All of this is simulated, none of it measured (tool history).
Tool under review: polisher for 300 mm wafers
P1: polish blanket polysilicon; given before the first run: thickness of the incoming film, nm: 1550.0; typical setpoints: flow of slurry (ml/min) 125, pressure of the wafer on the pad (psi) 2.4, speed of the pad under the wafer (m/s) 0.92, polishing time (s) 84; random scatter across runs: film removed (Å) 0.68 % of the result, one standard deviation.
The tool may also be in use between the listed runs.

run   hour  flow of slurry (ml/min)  pressure of the wafer on the pad (psi)  speed of the pad under the wafer (m/s)  polishing time (s)  wafers polished on this pad  hours since the slurry nozzle was cleaned  hours since the head pressure was calibrated  film removed (Å)
  1    6.7                      125                                     2.4                                    0.92                  84                          394                                      181.1                                         446.8            5140.9
  2   14.6                      125                                     2.4                                    0.92                  84                          455                                        189                                         454.7            5188.2
  3   20.7                      125                                     2.4                                    0.92                  84                          502                                      195.1                                         460.8            5215.7
  4   26.6                      125                                     2.4                                    1.28                  84                          547                                        201                                         466.7            7209.3
  5   33.9                      165                                     2.4                                    0.92                  84                          604                                      208.3                                           474            5416.8
  6   44.2                      125                                     1.3                                    0.92                  58                          683                                      218.6                                         484.3            1911.3
  7   53.9                      125                                     2.4                                    0.92                  84                          758                                      228.3                                           494            5128.9
  8   63.7                      125                                     2.4                                    0.92                 125                          833                                      238.1                                         503.8            7677.4
  9   75.3                      125                                     3.7                                    0.92                  84                          923                                      249.7                                         515.4            7985.1
 10   86.7                      125                                     1.2                                    0.92                  84                         1011                                      261.1                                         526.8            2569.5
 11   97.1                       75                                     2.4                                    0.92                  84                         1091                                      271.5                                         537.2            4508.9
 12  103.8                      125                                     2.4                                    0.92                  38                         1142                                      278.2                                         543.9            2316.3
 13  115.5                      125                                     2.4                                    0.46                  84                         1232                                      289.9                                         555.6            2587.7
 14  123.4                      125                                     2.4                                    0.92                  84                         1293                                      297.8                                         563.5              5194
 15  129.5                      125                                     2.4                                    0.92                  84                         1340                                      303.9                                         569.6            5084.9
 16  139.9                      125                                     2.4                                    0.92                  84                         1420                                      314.3                                           580            5000.2
 17  148.7                      125                                     2.4                                    0.92                  84                         1488                                      323.1                                         588.8              4880
 18  157.9                      125                                     2.4                                    0.92                  84                         1559                                      332.3                                           598            4840.5
     162.5  -- worn pad replaced by a new one
 19  169.2                      125                                     2.4                                    0.92                  84                           51                                      343.6                                         609.3              4767
 20  176.5                      125                                     2.4                                    0.92                  84                          107                                      350.9                                         616.6            4802.3
 21  183.1                      125                                     2.4                                    0.92                  84                          158                                      357.5                                         623.2            4749.9
 22  189.5                      125                                     2.4                                    0.92                  84                          208                                      363.9                                         629.6            4721.3

Compared with where it was, what P1 gives has crept away. Each cause listed below fits the log as well as the rest, at the size given for it:
A: head's pressure below its setpoint, % = 8.11
B: slurry flow missing at the pad, % = 29.7
At approximately hour 129.5, the process output began to creep.
All other causes, with the reason each is excluded:
removal rate lost through wear of the pad, %: serviced at hour 162.5, which brought nothing back

You are offered 4 check runs, listed below with question marks in place of their results; each one averages 2 wafers. Which run separates the listed causes by giving clearly different results for each?
check 1  195.9                      125                                     1.5                                    0.92                  84                                                                                                                                       ?
check 2  195.9                       75                                     2.4                                    0.66                  84                                                                                                                                       ?
check 3  195.9                      125                                     2.4                                    0.66                  84                                                                                                                                       ?
check 4  195.9                      125                                     2.4                                    0.58                 118                                                                                                                                       ?

Check results expected under each cause:
  check            result    if A    if B
check 1  film removed (Å)  2951.7  2951.2
check 2  film removed (Å)  2968.4  2833.9
check 3  film removed (Å)    3388  3387.5
check 4  film removed (Å)  4182.4  4181.8
Per-check spread between the two closest causes, in the result where they differ most: check 1 0.01 %; check 2 4.64 %; check 3 0.01 %; check 4 0.01 %
Only check 2 tells the causes apart: in the others they would give nearly the same result.

After running check 2, the following was obtained: film removed (Å) 2827. Which cause does this point to?

It is B: slurry flow missing at the pad, %.

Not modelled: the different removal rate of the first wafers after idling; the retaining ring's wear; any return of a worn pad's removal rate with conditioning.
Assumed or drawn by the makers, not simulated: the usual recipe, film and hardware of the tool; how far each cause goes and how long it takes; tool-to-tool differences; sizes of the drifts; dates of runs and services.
